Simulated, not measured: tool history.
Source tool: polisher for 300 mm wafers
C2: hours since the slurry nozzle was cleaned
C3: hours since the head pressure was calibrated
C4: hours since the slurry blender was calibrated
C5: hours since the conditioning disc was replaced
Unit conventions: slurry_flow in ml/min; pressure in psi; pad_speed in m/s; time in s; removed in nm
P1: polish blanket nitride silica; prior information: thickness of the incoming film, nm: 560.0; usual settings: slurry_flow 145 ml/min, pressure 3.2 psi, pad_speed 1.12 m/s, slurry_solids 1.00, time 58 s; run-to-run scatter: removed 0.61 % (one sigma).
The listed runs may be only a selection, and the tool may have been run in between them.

run 1 day=0.262 | slurry_flow=145 pressure=3.2 pad_speed=1.12 slurry_solids=1.00 time=58 | wafers_polished_on_this_pad=452 C2=348.4 C3=190.6 C4=165.4 C5=148.4 | removed=37.780
run 2 day=0.388 | slurry_flow=185 pressure=3.2 pad_speed=1.12 slurry_solids=1.00 time=58 | wafers_polished_on_this_pad=483 C2=351.4 C3=193.6 C4=168.4 C5=151.4 | removed=39.216
run 3 day=0.592 | slurry_flow=145 pressure=3.2 pad_speed=1.12 slurry_solids=0.50 time=58 | wafers_polished_on_this_pad=534 C2=356.3 C3=198.5 C4=173.3 C5=156.3 | removed=25.902
-- day=0.650 slurry blender recalibrated
run 4 day=0.808 | slurry_flow=145 pressure=3.2 pad_speed=0.50 slurry_solids=1.00 time=58 | wafers_polished_on_this_pad=588 C2=361.5 C3=203.7 C4=3.9 C5=161.5 | removed=19.608
run 5 day=1.092 | slurry_flow=145 pressure=3.2 pad_speed=1.12 slurry_solids=1.00 time=29 | wafers_polished_on_this_pad=658 C2=368.3 C3=210.5 C4=10.7 C5=168.3 | removed=18.584
run 6 day=1.300 | slurry_flow=145 pressure=3.2 pad_speed=1.12 slurry_solids=1.00 time=58 | wafers_polished_on_this_pad=710 C2=373.3 C3=215.5 C4=15.7 C5=173.3 | removed=37.230
run 7 day=1.579 | slurry_flow=145 pressure=3.2 pad_speed=1.12 slurry_solids=1.50 time=58 | wafers_polished_on_this_pad=779 C2=380.0 C3=222.2 C4=22.4 C5=180.0 | removed=44.538
run 8 day=1.729 | slurry_flow=145 pressure=5.0 pad_speed=1.12 slurry_solids=1.00 time=58 | wafers_polished_on_this_pad=817 C2=383.6 C3=225.8 C4=26.0 C5=183.6 | removed=58.791
run 9 day=1.938 | slurry_flow=145 pressure=3.2 pad_speed=1.12 slurry_solids=1.00 time=58 | wafers_polished_on_this_pad=868 C2=388.6 C3=230.8 C4=31.0 C5=188.6 | removed=37.176
run 10 day=2.092 | slurry_flow=145 pressure=4.4 pad_speed=1.12 slurry_solids=1.00 time=33 | wafers_polished_on_this_pad=907 C2=392.3 C3=234.5 C4=34.7 C5=192.3 | removed=29.513
run 11 day=2.375 | slurry_flow=145 pressure=3.2 pad_speed=1.12 slurry_solids=1.00 time=90 | wafers_polished_on_this_pad=977 C2=399.1 C3=241.3 C4=41.5 C5=199.1 | removed=57.565
run 12 day=2.658 | slurry_flow=145 pressure=2.3 pad_speed=1.12 slurry_solids=1.00 time=58 | wafers_polished_on_this_pad=1048 C2=405.9 C3=248.1 C4=48.3 C5=205.9 | removed=27.016
run 13 day=2.829 | slurry_flow=145 pressure=1.6 pad_speed=1.12 slurry_solids=1.45 time=58 | wafers_polished_on_this_pad=1090 C2=410.0 C3=252.2 C4=52.4 C5=210.0 | removed=21.880
run 14 day=2.979 | slurry_flow=145 pressure=3.2 pad_speed=1.74 slurry_solids=1.00 time=58 | wafers_polished_on_this_pad=1127 C2=413.6 C3=255.8 C4=56.0 C5=213.6 | removed=53.387
-- day=3.033 conditioning disc replaced and pad reconditioned
run 15 day=3.188 | slurry_flow=85 pressure=3.2 pad_speed=1.12 slurry_solids=1.00 time=58 | wafers_polished_on_this_pad=1179 C2=418.6 C3=260.8 C4=61.0 C5=3.7 | removed=33.477
run 16 day=3.404 | slurry_flow=145 pressure=3.2 pad_speed=1.12 slurry_solids=1.00 time=58 | wafers_polished_on_this_pad=1233 C2=423.8 C3=266.0 C4=66.2 C5=8.9 | removed=37.535
run 17 day=3.658 | slurry_flow=145 pressure=3.2 pad_speed=1.12 slurry_solids=1.00 time=58 | wafers_polished_on_this_pad=1296 C2=429.9 C3=272.1 C4=72.3 C5=15.0 | removed=37.676
run 18 day=3.875 | slurry_flow=145 pressure=3.2 pad_speed=1.12 slurry_solids=1.00 time=58 | wafers_polished_on_this_pad=1350 C2=435.1 C3=277.3 C4=77.5 C5=20.2 | removed=36.410
run 19 day=4.142 | slurry_flow=145 pressure=3.2 pad_speed=1.12 slurry_solids=1.00 time=58 | wafers_polished_on_this_pad=1416 C2=441.5 C3=283.7 C4=83.9 C5=26.6 | removed=35.811
-- day=4.383 head pressure recalibrated
run 20 day=4.408 | slurry_flow=145 pressure=3.2 pad_speed=1.12 slurry_solids=1.00 time=58 | wafers_polished_on_this_pad=1483 C2=447.9 C3=0.7 C4=90.3 C5=33.0 | removed=35.670
run 21 day=4.554 | slurry_flow=145 pressure=3.2 pad_speed=1.12 slurry_solids=1.00 time=58 | wafers_polished_on_this_pad=1519 C2=451.4 C3=4.2 C4=93.8 C5=36.5 | removed=35.184
-- day=4.633 slurry nozzle cleaned
run 22 day=4.838 | slurry_flow=145 pressure=3.2 pad_speed=1.12 slurry_solids=1.00 time=58 | wafers_polished_on_this_pad=1589 C2=4.9 C3=11.0 C4=100.6 C5=43.3 | removed=35.172

Run 23, settings as shown, results not yet in. Your forecast:
-- day=4.879 conditioning disc replaced and pad reconditioned
run 23 day=5.088 | slurry_flow=145 pressure=3.2 pad_speed=1.12 slurry_solids=1.00 time=58 | wafers_polished_on_this_pad=1651 C2=10.9 C3=17.0 C4=106.6 C5=5.1 | removed=?

Run 23 produced removed 34.905 nm.

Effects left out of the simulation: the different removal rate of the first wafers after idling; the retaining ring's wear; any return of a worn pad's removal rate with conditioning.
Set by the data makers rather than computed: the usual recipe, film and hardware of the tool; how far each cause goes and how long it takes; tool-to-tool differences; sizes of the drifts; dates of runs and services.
